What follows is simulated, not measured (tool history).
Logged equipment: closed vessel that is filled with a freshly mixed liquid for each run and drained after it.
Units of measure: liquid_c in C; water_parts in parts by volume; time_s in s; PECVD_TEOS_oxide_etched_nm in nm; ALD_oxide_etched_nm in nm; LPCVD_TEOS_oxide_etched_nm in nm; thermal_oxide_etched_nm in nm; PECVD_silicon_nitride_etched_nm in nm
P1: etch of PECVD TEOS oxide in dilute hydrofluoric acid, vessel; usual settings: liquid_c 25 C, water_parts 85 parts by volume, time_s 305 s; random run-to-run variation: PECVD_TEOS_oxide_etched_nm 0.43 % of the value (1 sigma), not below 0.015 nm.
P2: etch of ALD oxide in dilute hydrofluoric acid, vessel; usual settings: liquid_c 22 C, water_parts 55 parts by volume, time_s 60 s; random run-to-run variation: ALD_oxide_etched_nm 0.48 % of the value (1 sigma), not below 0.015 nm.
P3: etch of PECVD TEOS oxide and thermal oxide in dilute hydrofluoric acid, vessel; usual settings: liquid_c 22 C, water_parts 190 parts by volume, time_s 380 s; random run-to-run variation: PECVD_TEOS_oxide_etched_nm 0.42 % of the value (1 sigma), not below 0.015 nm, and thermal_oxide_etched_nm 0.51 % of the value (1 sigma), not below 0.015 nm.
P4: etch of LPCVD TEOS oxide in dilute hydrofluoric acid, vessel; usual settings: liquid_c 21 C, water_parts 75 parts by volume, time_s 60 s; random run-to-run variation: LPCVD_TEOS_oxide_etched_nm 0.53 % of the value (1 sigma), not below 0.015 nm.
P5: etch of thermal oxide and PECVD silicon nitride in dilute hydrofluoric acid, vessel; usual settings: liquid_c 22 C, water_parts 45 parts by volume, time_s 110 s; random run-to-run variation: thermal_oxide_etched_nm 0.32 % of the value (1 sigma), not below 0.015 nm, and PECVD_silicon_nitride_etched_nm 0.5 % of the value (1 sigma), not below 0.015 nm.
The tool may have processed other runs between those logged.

| run | day | process | liquid_c | water_parts | time_s | hours since the thermometer was replaced | hours since the hydrofluoric acid flow meter was replaced | PECVD_TEOS_oxide_etched_nm | ALD_oxide_etched_nm | LPCVD_TEOS_oxide_etched_nm | thermal_oxide_etched_nm | PECVD_silicon_nitride_etched_nm |
|---|---|---|---|---|---|---|---|---|---|---|---|---|
| 1 | 0.367 | P1 | 25 | 85 | 305 | 413 | 299 | 41.382 |  |  |  |  |
| 2 | 1.075 | P2 | 27.5 | 55 | 60 | 430 | 316 |  | 12.711 |  |  |  |
| 3 | 1.808 | P4 | 21 | 75 | 115 | 447.6 | 333.6 |  |  | 42.4 |  |  |
| 4 | 2.296 | P4 | 21 | 75 | 60 | 459.3 | 345.3 |  |  | 22.263 |  |  |
| 5 | 2.867 | P2 | 22 | 55 | 60 | 473 | 359 |  | 10.19 |  |  |  |
| 6 | 3.488 | P4 | 17 | 75 | 60 | 487.9 | 373.9 |  |  | 18.886 |  |  |
| 7 | 4.142 | P4 | 21 | 105 | 60 | 503.6 | 389.6 |  |  | 15.401 |  |  |
| 8 | 4.671 | P1 | 25 | 25 | 305 | 516.3 | 402.3 | 152.15 |  |  |  |  |
| 9 | 5.262 | P3 | 22 | 305 | 380 | 530.5 | 416.5 | 26.091 |  |  | 4.3065 |  |
| 10 | 5.725 | P1 | 25 | 85 | 465 | 541.6 | 427.6 | 63.121 |  |  |  |  |
| 11 | 6.142 | P5 | 22 | 45 | 110 | 551.6 | 437.6 |  |  |  | 10.831 | 10.554 |
| 12 | 6.55 | P3 | 18 | 190 | 380 | 561.4 | 447.4 | 40.011 |  |  | 6.6807 |  |
| 13 | 7.258 | P5 | 22 | 75 | 110 | 578.4 | 464.4 |  |  |  | 6.2402 | 6.3654 |
| 14 | 7.904 | P3 | 22 | 190 | 380 | 593.9 | 479.9 | 46.766 |  |  | 7.8824 |  |
| 15 | 8.421 | P1 | 25 | 150 | 305 | 606.3 | 492.3 | 21.531 |  |  |  |  |
| 16 | 8.938 | P4 | 21 | 75 | 60 | 618.7 | 504.7 |  |  | 22.165 |  |  |
| 17 | 9.492 | P1 | 32 | 85 | 305 | 632 | 518 | 54.331 |  |  |  |  |
| 18 | 10.038 | P1 | 25 | 85 | 305 | 645.1 | 531.1 | 41.311 |  |  |  |  |
| 19 | 10.583 | P1 | 25 | 85 | 305 | 658.2 | 544.2 | 41.323 |  |  |  |  |
| 20 | 11.129 | P2 | 22 | 55 | 105 | 671.3 | 557.3 |  | 17.719 |  |  |  |
| 21 | 11.775 | P1 | 25 | 85 | 305 | 686.8 | 572.8 | 41.414 |  |  |  |  |
| 22 | 12.312 | P1 | 25 | 85 | 305 | 699.7 | 585.7 | 41.175 |  |  |  |  |
| 23 | 12.738 | P1 | 25 | 85 | 305 | 709.9 | 595.9 | 41.428 |  |  |  |  |
| 24 | 13.075 | P5 | 22 | 45 | 110 | 718 | 604 |  |  |  | 10.869 | 10.565 |
| 25 | 13.396 | P3 | 22 | 190 | 670 | 725.7 | 611.7 | 82.733 |  |  | 13.786 |  |
| 26 | 13.967 | P1 | 20 | 85 | 305 | 739.4 | 625.4 | 33.847 |  |  |  |  |
| 27 | 14.338 | P5 | 29 | 45 | 110 | 748.3 | 634.3 |  |  |  | 14.365 | 16.674 |
| 28 | 15.025 | P1 | 28.5 | 85 | 155 | 764.8 | 650.8 | 24.004 |  |  |  |  |
| 29 | 15.467 | P2 | 22 | 95 | 60 | 775.4 | 661.4 |  | 5.6298 |  |  |  |
| 30 | 15.921 | P1 | 25 | 85 | 30 | 786.3 | 672.3 | 4.075 |  |  |  |  |
| 31 | 16.342 | P5 | 22 | 45 | 205 | 796.4 | 682.4 |  |  |  | 20.343 | 19.579 |
| 32 | 16.862 | P1 | 25 | 85 | 305 | 808.9 | 694.9 | 41.285 |  |  |  |  |
| 33 | 17.246 | P1 | 25 | 85 | 305 | 818.1 | 704.1 | 42.354 |  |  |  |  |
| 34 | 17.879 | P1 | 25 | 85 | 305 | 833.3 | 719.3 | 43.436 |  |  |  |  |
| 35 | 18.204 | P1 | 25 | 85 | 305 | 841.1 | 727.1 | 43.572 |  |  |  |  |
| 36 | 18.575 | P1 | 25 | 85 | 305 | 850 | 736 | 43.774 |  |  |  |  |
| 37 | 19.262 | P1 | 25 | 85 | 305 | 866.5 | 752.5 | 43.958 |  |  |  |  |
| 38 | 19.992 | P1 | 25 | 85 | 305 | 884 | 770 | 44.116 |  |  |  |  |

Compared with where it was, what P1 gives has crept away. Each cause listed below fits the log as well as the rest, at the size given for it:
A: liquid hotter than its thermometer reads (K) = 1.73
B: hydrofluoric acid flow above the setpoint (%) = 6.35
The creep began at about day 16.862.

Which of the 4 check runs listed below separates the causes, so that each cause would produce a clearly different result? Each run uses one wafer, and its results are marked with question marks.
| check 1 | 20.721 | P4 | 21 | 75 | 60 |  |  |  |  | ? |  |  |
| check 2 | 20.721 | P2 | 22 | 55 | 60 |  |  |  | ? |  |  |  |
| check 3 | 20.721 | P5 | 22 | 45 | 110 |  |  |  |  |  | ? | ? |
| check 4 | 20.721 | P3 | 22 | 190 | 380 |  |  | ? |  |  | ? |  |

Check results expected under each cause:
| check | result | if A | if B |
|---|---|---|---|
| check 1 | LPCVD_TEOS_oxide_etched_nm | 23.938 | 23.839 |
| check 2 | ALD_oxide_etched_nm | 10.93 | 10.865 |
| check 3 | thermal_oxide_etched_nm | 11.675 | 11.593 |
| check 3 | PECVD_silicon_nitride_etched_nm | 11.808 | 11.144 |
| check 4 | PECVD_TEOS_oxide_etched_nm | 49.768 | 50.18 |
| check 4 | thermal_oxide_etched_nm | 8.3411 | 8.4101 |
Smallest distance between any two causes, each pair judged by its most separating result, in per cent: check 1 0.42 %; check 2 0.6 %; check 3 5.79 %; check 4 0.82 %
Of the check runs offered, only check 3 discriminates between the causes; the rest would read about the same regardless of which cause applies.

Check 3 was carried out, with these results: thermal_oxide_etched_nm 11.644 nm; PECVD_silicon_nitride_etched_nm 11.166 nm. Which of the listed causes is responsible?

It is B: hydrofluoric acid flow above the setpoint (%).
